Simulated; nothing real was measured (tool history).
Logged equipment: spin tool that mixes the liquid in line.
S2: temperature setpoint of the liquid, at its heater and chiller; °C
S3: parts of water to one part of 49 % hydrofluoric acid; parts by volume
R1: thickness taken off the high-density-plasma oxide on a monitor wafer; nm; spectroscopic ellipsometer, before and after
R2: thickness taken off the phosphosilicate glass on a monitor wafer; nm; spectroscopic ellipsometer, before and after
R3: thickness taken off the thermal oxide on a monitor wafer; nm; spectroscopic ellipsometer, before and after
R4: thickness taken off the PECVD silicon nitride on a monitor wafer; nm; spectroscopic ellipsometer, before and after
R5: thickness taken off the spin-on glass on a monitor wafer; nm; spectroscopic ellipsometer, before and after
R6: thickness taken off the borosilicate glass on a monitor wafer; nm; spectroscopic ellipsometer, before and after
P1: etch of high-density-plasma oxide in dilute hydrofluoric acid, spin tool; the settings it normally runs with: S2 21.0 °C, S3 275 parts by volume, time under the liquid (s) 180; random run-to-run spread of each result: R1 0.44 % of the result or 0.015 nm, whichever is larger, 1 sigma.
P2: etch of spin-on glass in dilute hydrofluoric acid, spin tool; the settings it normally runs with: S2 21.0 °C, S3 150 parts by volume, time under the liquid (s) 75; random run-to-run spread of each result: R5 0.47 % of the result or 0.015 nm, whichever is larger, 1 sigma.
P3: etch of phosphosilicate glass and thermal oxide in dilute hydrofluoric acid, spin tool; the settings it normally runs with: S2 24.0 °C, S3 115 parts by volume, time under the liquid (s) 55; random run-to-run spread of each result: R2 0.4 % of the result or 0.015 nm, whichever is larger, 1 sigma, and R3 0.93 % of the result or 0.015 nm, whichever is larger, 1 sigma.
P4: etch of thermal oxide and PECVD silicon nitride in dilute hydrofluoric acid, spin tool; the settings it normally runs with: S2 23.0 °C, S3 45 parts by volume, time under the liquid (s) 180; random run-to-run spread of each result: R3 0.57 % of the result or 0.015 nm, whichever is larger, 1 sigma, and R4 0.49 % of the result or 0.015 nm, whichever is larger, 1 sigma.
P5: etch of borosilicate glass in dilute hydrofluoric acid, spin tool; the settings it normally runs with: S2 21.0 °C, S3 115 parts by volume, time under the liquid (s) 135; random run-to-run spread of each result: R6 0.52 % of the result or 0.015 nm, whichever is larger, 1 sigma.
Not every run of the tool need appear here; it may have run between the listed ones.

{"run": 1, "day": 0.183, "process that ran": "P1", "S2": 21.0, "S3": 275, "time under the liquid (s)": 180, "R1": 4.7778}
{"run": 2, "day": 0.508, "process that ran": "P1", "S2": 21.0, "S3": 50, "time under the liquid (s)": 180, "R1": 33.448}
{"run": 3, "day": 0.733, "process that ran": "P3", "S2": 24.0, "S3": 115, "time under the liquid (s)": 55, "R2": 58.37, "R3": 2.3662}
{"run": 4, "day": 1.05, "process that ran": "P4", "S2": 23.0, "S3": 45, "time under the liquid (s)": 340, "R3": 35.043, "R4": 19.057}
{"run": 5, "day": 1.304, "process that ran": "P3", "S2": 24.0, "S3": 115, "time under the liquid (s)": 30, "R2": 32.103, "R3": 1.2599}
{"run": 6, "day": 1.625, "process that ran": "P2", "S2": 21.0, "S3": 150, "time under the liquid (s)": 75, "R5": 21.577}
{"run": 7, "day": 1.8, "process that ran": "P5", "S2": 21.0, "S3": 70, "time under the liquid (s)": 135, "R6": 62.111}
{"run": 8, "day": 1.962, "process that ran": "P1", "S2": 17.0, "S3": 275, "time under the liquid (s)": 180, "R1": 4.106}
{"run": 9, "day": 2.175, "process that ran": "P1", "S2": 29.0, "S3": 275, "time under the liquid (s)": 180, "R1": 6.346}
{"run": 10, "day": 2.462, "process that ran": "P4", "S2": 28.5, "S3": 45, "time under the liquid (s)": 180, "R3": 23.337, "R4": 14.489}
{"run": 11, "day": 2.779, "process that ran": "P1", "S2": 21.0, "S3": 275, "time under the liquid (s)": 180, "R1": 4.746}
{"run": 12, "day": 3.046, "process that ran": "P4", "S2": 23.0, "S3": 45, "time under the liquid (s)": 180, "R3": 18.58, "R4": 10.03}
{"run": 13, "day": 3.262, "process that ran": "P2", "S2": 21.0, "S3": 150, "time under the liquid (s)": 15, "R5": 4.3275}
{"run": 14, "day": 3.588, "process that ran": "P2", "S2": 21.0, "S3": 225, "time under the liquid (s)": 75, "R5": 13.398}
{"run": 15, "day": 3.804, "process that ran": "P5", "S2": 21.0, "S3": 115, "time under the liquid (s)": 135, "R6": 35.936}
{"run": 16, "day": 4.112, "process that ran": "P1", "S2": 21.0, "S3": 275, "time under the liquid (s)": 180, "R1": 4.7635}
{"run": 17, "day": 4.267, "process that ran": "P4", "S2": 23.0, "S3": 20, "time under the liquid (s)": 180, "R3": 43.199, "R4": 22.088}
{"run": 18, "day": 4.429, "process that ran": "P2", "S2": 21.0, "S3": 150, "time under the liquid (s)": 75, "R5": 21.597}
{"run": 19, "day": 4.746, "process that ran": "P2", "S2": 24.5, "S3": 150, "time under the liquid (s)": 75, "R5": 24.821}
{"run": 20, "day": 5.067, "process that ran": "P1", "S2": 21.0, "S3": 90, "time under the liquid (s)": 325, "R1": 31.935}
{"run": 21, "day": 5.275, "process that ran": "P1", "S2": 21.0, "S3": 275, "time under the liquid (s)": 180, "R1": 4.7948}
{"run": 22, "day": 5.546, "process that ran": "P1", "S2": 21.0, "S3": 275, "time under the liquid (s)": 180, "R1": 4.8247}
{"run": 23, "day": 5.825, "process that ran": "P5", "S2": 26.5, "S3": 115, "time under the liquid (s)": 135, "R6": 44.785}
{"run": 24, "day": 5.971, "process that ran": "P5", "S2": 21.0, "S3": 115, "time under the liquid (s)": 50, "R6": 13.36}
{"run": 25, "day": 6.267, "process that ran": "P3", "S2": 24.0, "S3": 40, "time under the liquid (s)": 55, "R2": 183.42, "R3": 7.305}
{"run": 26, "day": 6.562, "process that ran": "P1", "S2": 21.0, "S3": 460, "time under the liquid (s)": 110, "R1": 1.5024}
{"run": 27, "day": 6.712, "process that ran": "P1", "S2": 21.0, "S3": 90, "time under the liquid (s)": 30, "R1": 2.9385}
{"run": 28, "day": 6.921, "process that ran": "P3", "S2": 28.0, "S3": 115, "time under the liquid (s)": 55, "R2": 67.957, "R3": 2.7015}
{"run": 29, "day": 7.138, "process that ran": "P5", "S2": 21.0, "S3": 115, "time under the liquid (s)": 135, "R6": 35.897}
{"run": 30, "day": 7.308, "process that ran": "P1", "S2": 21.0, "S3": 490, "time under the liquid (s)": 180, "R1": 2.2652}
{"run": 31, "day": 7.579, "process that ran": "P4", "S2": 23.0, "S3": 45, "time under the liquid (s)": 180, "R3": 18.585, "R4": 10.164}
{"run": 32, "day": 7.738, "process that ran": "P1", "S2": 21.0, "S3": 275, "time under the liquid (s)": 35, "R1": 0.95168}
{"run": 33, "day": 8.012, "process that ran": "P1", "S2": 21.0, "S3": 275, "time under the liquid (s)": 180, "R1": 4.8087}
{"run": 34, "day": 8.175, "process that ran": "P1", "S2": 21.0, "S3": 275, "time under the liquid (s)": 355, "R1": 9.3534}
{"run": 35, "day": 8.321, "process that ran": "P1", "S2": 21.0, "S3": 275, "time under the liquid (s)": 180, "R1": 4.8107}
{"run": 36, "day": 8.546, "process that ran": "P1", "S2": 21.0, "S3": 275, "time under the liquid (s)": 180, "R1": 4.7404}
{"run": 37, "day": 8.85, "process that ran": "P1", "S2": 21.0, "S3": 275, "time under the liquid (s)": 180, "R1": 4.6492}
{"run": 38, "day": 9.146, "process that ran": "P1", "S2": 21.0, "S3": 275, "time under the liquid (s)": 180, "R1": 4.5878}
{"run": 39, "day": 9.429, "process that ran": "P1", "S2": 21.0, "S3": 275, "time under the liquid (s)": 180, "R1": 4.5242}
{"run": 40, "day": 9.617, "process that ran": "P1", "S2": 21.0, "S3": 275, "time under the liquid (s)": 180, "R1": 4.5335}
{"run": 41, "day": 9.883, "process that ran": "P1", "S2": 21.0, "S3": 275, "time under the liquid (s)": 180, "R1": 4.5278}
{"run": 42, "day": 10.2, "process that ran": "P1", "S2": 21.0, "S3": 275, "time under the liquid (s)": 180, "R1": 4.5131}
{"run": 43, "day": 10.421, "process that ran": "P1", "S2": 21.0, "S3": 275, "time under the liquid (s)": 180, "R1": 4.5407}
{"run": 44, "day": 10.571, "process that ran": "P1", "S2": 21.0, "S3": 275, "time under the liquid (s)": 180, "R1": 4.5011}

Run 45, settings as shown, results not yet in. Your forecast:
{"run": 45, "day": 10.825, "process that ran": "P1", "S2": 21.0, "S3": 275, "time under the liquid (s)": 180, "R1": "?"}

Run 45 produced R1 4.48930 nm.
